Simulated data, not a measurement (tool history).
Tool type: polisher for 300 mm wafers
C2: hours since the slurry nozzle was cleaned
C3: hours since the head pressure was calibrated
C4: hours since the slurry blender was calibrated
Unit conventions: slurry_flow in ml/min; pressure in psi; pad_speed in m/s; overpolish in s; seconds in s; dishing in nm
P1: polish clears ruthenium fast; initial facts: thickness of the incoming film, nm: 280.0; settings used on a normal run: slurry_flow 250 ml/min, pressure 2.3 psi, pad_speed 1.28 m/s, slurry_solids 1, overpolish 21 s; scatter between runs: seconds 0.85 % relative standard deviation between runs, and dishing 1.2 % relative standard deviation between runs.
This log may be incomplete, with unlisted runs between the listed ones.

Run 1, hour 8.9: slurry_flow 250 ml/min, pressure 2.3 psi, pad_speed 1.28 m/s, slurry_solids 1, overpolish 21 s; wafers polished on this pad 901; C2 396.7; C3 442.6; C4 120.3. Result: seconds 66.613 s, dishing 67.693 nm.
Run 2, hour 24: slurry_flow 250 ml/min, pressure 2.3 psi, pad_speed 1.28 m/s, slurry_solids 0.5, overpolish 21 s; wafers polished on this pad 1086; C2 411.8; C3 457.7; C4 135.4. Result: seconds 96.24 s, dishing 51.082 nm.
At hour 29.9: slurry blender recalibrated.
Run 3, hour 41.4: slurry_flow 250 ml/min, pressure 3.4 psi, pad_speed 1.28 m/s, slurry_solids 1, overpolish 21 s; wafers polished on this pad 1299; C2 429.2; C3 475.1; C4 11.5. Result: seconds 45.863 s, dishing 92.849 nm.
Run 4, hour 50.6: slurry_flow 250 ml/min, pressure 2.3 psi, pad_speed 1.28 m/s, slurry_solids 1, overpolish 21 s; wafers polished on this pad 1411; C2 438.4; C3 484.3; C4 20.7. Result: seconds 66.924 s, dishing 68.317 nm.
Run 5, hour 62.5: slurry_flow 250 ml/min, pressure 2.3 psi, pad_speed 1.28 m/s, slurry_solids 1, overpolish 42 s; wafers polished on this pad 1557; C2 450.3; C3 496.2; C4 32.6. Result: seconds 67.251 s, dishing 114.36 nm.
Run 6, hour 79.3: slurry_flow 250 ml/min, pressure 2.3 psi, pad_speed 1.28 m/s, slurry_solids 1, overpolish 21 s; wafers polished on this pad 1762; C2 467.1; C3 513; C4 49.4. Result: seconds 67.237 s, dishing 69.062 nm.
Run 7, hour 87.7: slurry_flow 380 ml/min, pressure 2.3 psi, pad_speed 1.28 m/s, slurry_solids 1, overpolish 21 s; wafers polished on this pad 1865; C2 475.5; C3 521.4; C4 57.8. Result: seconds 64.752 s, dishing 69.466 nm.
Run 8, hour 102: slurry_flow 250 ml/min, pressure 2.3 psi, pad_speed 1.28 m/s, slurry_solids 1.3, overpolish 21 s; wafers polished on this pad 2040; C2 489.8; C3 535.7; C4 72.1. Result: seconds 60.271 s, dishing 75.074 nm.
Run 9, hour 110.6: slurry_flow 250 ml/min, pressure 1.2 psi, pad_speed 1.28 m/s, slurry_solids 1, overpolish 33 s; wafers polished on this pad 2145; C2 498.4; C3 544.3; C4 80.7. Result: seconds 128.98 s, dishing 59.031 nm.
Run 10, hour 122.3: slurry_flow 250 ml/min, pressure 2.3 psi, pad_speed 1.28 m/s, slurry_solids 1, overpolish 21 s; wafers polished on this pad 2288; C2 510.1; C3 556; C4 92.4. Result: seconds 67.869 s, dishing 67.905 nm.
Run 11, hour 133.4: slurry_flow 250 ml/min, pressure 2.3 psi, pad_speed 1.74 m/s, slurry_solids 1, overpolish 21 s; wafers polished on this pad 2424; C2 521.2; C3 567.1; C4 103.5. Result: seconds 49.833 s, dishing 88.115 nm.
Run 12, hour 147.3: slurry_flow 250 ml/min, pressure 2.3 psi, pad_speed 0.58 m/s, slurry_solids 1, overpolish 21 s; wafers polished on this pad 2594; C2 535.1; C3 581; C4 117.4. Result: seconds 147.78 s, dishing 34.785 nm.
Run 13, hour 157.5: slurry_flow 250 ml/min, pressure 2.3 psi, pad_speed 1.28 m/s, slurry_solids 1, overpolish 21 s; wafers polished on this pad 2719; C2 545.3; C3 591.2; C4 127.6. Result: seconds 66.305 s, dishing 68.277 nm.
At hour 159.8: slurry nozzle cleaned.
Run 14, hour 166.9: slurry_flow 250 ml/min, pressure 2.3 psi, pad_speed 1.28 m/s, slurry_solids 1, overpolish 6 s; wafers polished on this pad 2834; C2 7.1; C3 600.6; C4 137. Result: seconds 67.876 s, dishing 22.39 nm.
Run 15, hour 179.6: slurry_flow 250 ml/min, pressure 2.3 psi, pad_speed 1.28 m/s, slurry_solids 1, overpolish 21 s; wafers polished on this pad 2989; C2 19.8; C3 613.3; C4 149.7. Result: seconds 66.751 s, dishing 68.845 nm.
Run 16, hour 189.1: slurry_flow 355 ml/min, pressure 2.3 psi, pad_speed 1.64 m/s, slurry_solids 1, overpolish 21 s; wafers polished on this pad 3105; C2 29.3; C3 622.8; C4 159.2. Result: seconds 51.511 s, dishing 86.096 nm.
Run 17, hour 199.2: slurry_flow 250 ml/min, pressure 1.6 psi, pad_speed 1.28 m/s, slurry_solids 1, overpolish 21 s; wafers polished on this pad 3229; C2 39.4; C3 632.9; C4 169.3. Result: seconds 95.522 s, dishing 52.13 nm.
Run 18, hour 216.1: slurry_flow 150 ml/min, pressure 2.3 psi, pad_speed 1.28 m/s, slurry_solids 1, overpolish 21 s; wafers polished on this pad 3435; C2 56.3; C3 649.8; C4 186.2. Result: seconds 71.767 s, dishing 64.373 nm.

What will run 19 give?
Run 19, hour 231.3: slurry_flow 250 ml/min, pressure 2.3 psi, pad_speed 1.28 m/s, slurry_solids 1, overpolish 21 s; wafers polished on this pad 3621; C2 71.5; C3 665; C4 201.4. Result: seconds ?, dishing ?.

For run 19 the tool returned seconds 66.829 s, dishing 69.045 nm.

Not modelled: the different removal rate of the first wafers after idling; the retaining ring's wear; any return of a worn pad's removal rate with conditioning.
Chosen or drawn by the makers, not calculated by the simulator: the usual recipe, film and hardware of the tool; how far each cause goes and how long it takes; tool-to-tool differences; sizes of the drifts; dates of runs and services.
